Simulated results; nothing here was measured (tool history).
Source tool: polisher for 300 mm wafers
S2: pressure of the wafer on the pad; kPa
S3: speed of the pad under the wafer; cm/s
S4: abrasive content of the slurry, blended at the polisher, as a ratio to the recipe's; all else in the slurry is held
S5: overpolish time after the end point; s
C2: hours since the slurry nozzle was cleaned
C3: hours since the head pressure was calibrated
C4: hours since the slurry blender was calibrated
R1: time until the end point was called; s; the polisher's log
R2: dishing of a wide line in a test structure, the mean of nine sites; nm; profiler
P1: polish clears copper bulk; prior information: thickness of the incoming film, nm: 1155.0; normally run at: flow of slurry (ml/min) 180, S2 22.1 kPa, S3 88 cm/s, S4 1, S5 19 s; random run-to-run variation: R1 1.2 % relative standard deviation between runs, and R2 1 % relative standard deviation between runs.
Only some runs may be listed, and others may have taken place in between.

{"run": 1, "day": 0.254, "flow of slurry (ml/min)": 180, "S2": 22.1, "S3": 88, "S4": 1, "S5": 19, "wafers polished on this pad": 662, "C2": 53.4, "C3": 333.4, "C4": 95.8, "R1": 137.6, "R2": 79.047}
{"run": 2, "day": 0.4, "flow of slurry (ml/min)": 180, "S2": 22.1, "S3": 88, "S4": 1, "S5": 19, "wafers polished on this pad": 677, "C2": 56.9, "C3": 336.9, "C4": 99.3, "R1": 138.39, "R2": 79.857}
{"run": 3, "day": 0.575, "flow of slurry (ml/min)": 180, "S2": 22.1, "S3": 88, "S4": 1.2, "S5": 19, "wafers polished on this pad": 695, "C2": 61.1, "C3": 341.1, "C4": 103.5, "R1": 137.04, "R2": 82.037}
{"run": 4, "day": 0.821, "flow of slurry (ml/min)": 110, "S2": 22.1, "S3": 88, "S4": 1, "S5": 19, "wafers polished on this pad": 721, "C2": 67, "C3": 347, "C4": 109.4, "R1": 155.82, "R2": 74.751}
{"run": 5, "day": 0.95, "flow of slurry (ml/min)": 180, "S2": 22.1, "S3": 134, "S4": 1, "S5": 19, "wafers polished on this pad": 735, "C2": 70.1, "C3": 350.1, "C4": 112.5, "R1": 90.82, "R2": 100.38}
{"run": 6, "day": 1.117, "flow of slurry (ml/min)": 180, "S2": 22.1, "S3": 50, "S4": 1, "S5": 19, "wafers polished on this pad": 752, "C2": 74.1, "C3": 354.1, "C4": 116.5, "R1": 248.54, "R2": 55.676}
{"run": 7, "day": 1.383, "flow of slurry (ml/min)": 180, "S2": 33.8, "S3": 88, "S4": 1, "S5": 19, "wafers polished on this pad": 780, "C2": 80.5, "C3": 360.5, "C4": 122.9, "R1": 89.618, "R2": 108.43}
{"run": 8, "day": 1.583, "flow of slurry (ml/min)": 180, "S2": 22.1, "S3": 88, "S4": 1, "S5": 36, "wafers polished on this pad": 801, "C2": 85.3, "C3": 365.3, "C4": 127.7, "R1": 141.56, "R2": 107.28}
{"run": 9, "day": 1.754, "flow of slurry (ml/min)": 250, "S2": 29, "S3": 88, "S4": 1, "S5": 19, "wafers polished on this pad": 819, "C2": 89.4, "C3": 369.4, "C4": 131.8, "R1": 102.07, "R2": 100.75}
{"run": 10, "day": 2.046, "flow of slurry (ml/min)": 180, "S2": 22.1, "S3": 88, "S4": 0.5, "S5": 19, "wafers polished on this pad": 850, "C2": 96.4, "C3": 376.4, "C4": 138.8, "R1": 160.54, "R2": 74.671}
{"run": 11, "day": 2.192, "flow of slurry (ml/min)": 180, "S2": 22.1, "S3": 88, "S4": 1, "S5": 19, "wafers polished on this pad": 865, "C2": 99.9, "C3": 379.9, "C4": 142.3, "R1": 142.92, "R2": 80.088}
{"run": 12, "day": 2.375, "flow of slurry (ml/min)": 180, "S2": 9.7, "S3": 88, "S4": 1, "S5": 19, "wafers polished on this pad": 884, "C2": 104.3, "C3": 384.3, "C4": 146.7, "R1": 322.95, "R2": 41.389}
{"day": 2.388, "done": "head pressure recalibrated"}
{"run": 13, "day": 2.546, "flow of slurry (ml/min)": 180, "S2": 22.1, "S3": 88, "S4": 1, "S5": 19, "wafers polished on this pad": 902, "C2": 108.4, "C3": 3.8, "C4": 150.8, "R1": 140.22, "R2": 80.2}
{"run": 14, "day": 2.8, "flow of slurry (ml/min)": 180, "S2": 22.1, "S3": 88, "S4": 1, "S5": 19, "wafers polished on this pad": 929, "C2": 114.5, "C3": 9.9, "C4": 156.9, "R1": 139.72, "R2": 80.072}
{"run": 15, "day": 2.988, "flow of slurry (ml/min)": 180, "S2": 22.1, "S3": 88, "S4": 1, "S5": 6, "wafers polished on this pad": 948, "C2": 119, "C3": 14.4, "C4": 161.4, "R1": 140.82, "R2": 34.181}
{"run": 16, "day": 3.238, "flow of slurry (ml/min)": 260, "S2": 22.1, "S3": 88, "S4": 1, "S5": 19, "wafers polished on this pad": 975, "C2": 125, "C3": 20.4, "C4": 167.4, "R1": 134.73, "R2": 81.804}
{"run": 17, "day": 3.454, "flow of slurry (ml/min)": 180, "S2": 22.1, "S3": 88, "S4": 1, "S5": 19, "wafers polished on this pad": 997, "C2": 130.2, "C3": 25.6, "C4": 172.6, "R1": 140.14, "R2": 79.494}
{"run": 18, "day": 3.6, "flow of slurry (ml/min)": 180, "S2": 22.1, "S3": 88, "S4": 1, "S5": 19, "wafers polished on this pad": 1013, "C2": 133.7, "C3": 29.1, "C4": 176.1, "R1": 143.63, "R2": 77.933}
{"run": 19, "day": 3.817, "flow of slurry (ml/min)": 180, "S2": 22.1, "S3": 88, "S4": 1, "S5": 19, "wafers polished on this pad": 1035, "C2": 138.9, "C3": 34.3, "C4": 181.3, "R1": 147.77, "R2": 78.661}
{"run": 20, "day": 4.021, "flow of slurry (ml/min)": 180, "S2": 22.1, "S3": 88, "S4": 1, "S5": 19, "wafers polished on this pad": 1057, "C2": 143.8, "C3": 39.2, "C4": 186.2, "R1": 150.17, "R2": 76.245}
{"run": 21, "day": 4.158, "flow of slurry (ml/min)": 180, "S2": 22.1, "S3": 88, "S4": 1, "S5": 19, "wafers polished on this pad": 1071, "C2": 147.1, "C3": 42.5, "C4": 189.5, "R1": 149.43, "R2": 77.719}
{"run": 22, "day": 4.367, "flow of slurry (ml/min)": 180, "S2": 22.1, "S3": 88, "S4": 1, "S5": 19, "wafers polished on this pad": 1093, "C2": 152.1, "C3": 47.5, "C4": 194.5, "R1": 147.37, "R2": 76.96}
{"day": 4.621, "done": "slurry blender recalibrated"}
{"run": 23, "day": 4.625, "flow of slurry (ml/min)": 180, "S2": 22.1, "S3": 88, "S4": 1, "S5": 19, "wafers polished on this pad": 1120, "C2": 158.3, "C3": 53.7, "C4": 0.1, "R1": 151.39, "R2": 76.734}
{"run": 24, "day": 4.817, "flow of slurry (ml/min)": 180, "S2": 22.1, "S3": 88, "S4": 1, "S5": 19, "wafers polished on this pad": 1140, "C2": 162.9, "C3": 58.3, "C4": 4.7, "R1": 150.68, "R2": 77.551}

Estimate the outcome of run 25 from the log above:
{"day": 4.967, "done": "head pressure recalibrated"}
{"run": 25, "day": 5.096, "flow of slurry (ml/min)": 180, "S2": 22.1, "S3": 88, "S4": 1, "S5": 19, "wafers polished on this pad": 1169, "C2": 169.6, "C3": 3.1, "C4": 11.4, "R1": "?", "R2": "?"}

{"run 25": {"R1": 155.47, "R2": 75.573}}

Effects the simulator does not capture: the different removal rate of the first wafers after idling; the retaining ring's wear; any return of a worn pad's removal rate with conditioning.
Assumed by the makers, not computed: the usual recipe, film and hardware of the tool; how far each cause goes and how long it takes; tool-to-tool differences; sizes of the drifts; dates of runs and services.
